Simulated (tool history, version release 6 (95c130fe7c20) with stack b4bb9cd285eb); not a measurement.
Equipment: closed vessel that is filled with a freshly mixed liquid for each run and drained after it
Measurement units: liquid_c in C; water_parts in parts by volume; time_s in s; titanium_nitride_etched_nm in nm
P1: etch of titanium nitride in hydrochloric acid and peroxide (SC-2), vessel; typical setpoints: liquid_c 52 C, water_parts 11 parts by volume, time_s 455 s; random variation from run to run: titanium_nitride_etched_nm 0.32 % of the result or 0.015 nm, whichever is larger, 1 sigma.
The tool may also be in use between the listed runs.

{"run": 1, "hour": 16.1, "liquid_c": 52, "water_parts": 11, "time_s": 455, "titanium_nitride_etched_nm": 11.279}
{"run": 2, "hour": 30.4, "liquid_c": 52, "water_parts": 11, "time_s": 455, "titanium_nitride_etched_nm": 11.247}
{"run": 3, "hour": 39.4, "liquid_c": 52, "water_parts": 11, "time_s": 860, "titanium_nitride_etched_nm": 21.178}
{"run": 4, "hour": 51.7, "liquid_c": 52, "water_parts": 14.5, "time_s": 705, "titanium_nitride_etched_nm": 13.64}
{"run": 5, "hour": 66.1, "liquid_c": 52, "water_parts": 19, "time_s": 455, "titanium_nitride_etched_nm": 6.9706}
{"run": 6, "hour": 79.4, "liquid_c": 39, "water_parts": 19, "time_s": 455, "titanium_nitride_etched_nm": 2.8353}
{"run": 7, "hour": 90.9, "liquid_c": 52, "water_parts": 11, "time_s": 455, "titanium_nitride_etched_nm": 11.219}
{"run": 8, "hour": 99.6, "liquid_c": 52, "water_parts": 11, "time_s": 455, "titanium_nitride_etched_nm": 11.246}
{"run": 9, "hour": 115.1, "liquid_c": 38.5, "water_parts": 11, "time_s": 455, "titanium_nitride_etched_nm": 4.4318}
{"run": 10, "hour": 127.3, "liquid_c": 52, "water_parts": 11, "time_s": 455, "titanium_nitride_etched_nm": 11.232}
{"run": 11, "hour": 135.8, "liquid_c": 65, "water_parts": 11, "time_s": 455, "titanium_nitride_etched_nm": 25.606}
{"run": 12, "hour": 150.4, "liquid_c": 52, "water_parts": 4, "time_s": 455, "titanium_nitride_etched_nm": 24.343}
{"run": 13, "hour": 164.7, "liquid_c": 52, "water_parts": 11, "time_s": 455, "titanium_nitride_etched_nm": 11.216}
{"run": 14, "hour": 172.3, "liquid_c": 58.5, "water_parts": 4, "time_s": 455, "titanium_nitride_etched_nm": 37.011}
{"run": 15, "hour": 183.0, "liquid_c": 52, "water_parts": 11, "time_s": 455, "titanium_nitride_etched_nm": 11.205}
{"run": 16, "hour": 194.0, "liquid_c": 52, "water_parts": 11, "time_s": 65, "titanium_nitride_etched_nm": 1.5999}
{"run": 17, "hour": 209.8, "liquid_c": 52, "water_parts": 11, "time_s": 455, "titanium_nitride_etched_nm": 11.168}
{"run": 18, "hour": 225.4, "liquid_c": 52, "water_parts": 11, "time_s": 455, "titanium_nitride_etched_nm": 10.748}
{"run": 19, "hour": 233.3, "liquid_c": 52, "water_parts": 11, "time_s": 455, "titanium_nitride_etched_nm": 10.627}
{"run": 20, "hour": 249.1, "liquid_c": 52, "water_parts": 11, "time_s": 455, "titanium_nitride_etched_nm": 10.451}
{"run": 21, "hour": 264.6, "liquid_c": 52, "water_parts": 11, "time_s": 455, "titanium_nitride_etched_nm": 10.426}
{"run": 22, "hour": 276.6, "liquid_c": 52, "water_parts": 11, "time_s": 455, "titanium_nitride_etched_nm": 10.287}
{"hour": 284.3, "done": "new drum of peroxide connected"}
{"run": 23, "hour": 285.1, "liquid_c": 52, "water_parts": 11, "time_s": 455, "titanium_nitride_etched_nm": 10.24}
{"run": 24, "hour": 296.2, "liquid_c": 52, "water_parts": 11, "time_s": 455, "titanium_nitride_etched_nm": 10.304}
{"run": 25, "hour": 304.3, "liquid_c": 52, "water_parts": 11, "time_s": 455, "titanium_nitride_etched_nm": 10.28}

Run 26 has not been measured yet. What should we expect?
{"run": 26, "hour": 316.7, "liquid_c": 52, "water_parts": 11, "time_s": 455, "titanium_nitride_etched_nm": "?"}

Run 26 produced titanium_nitride_etched_nm 10.296 nm.
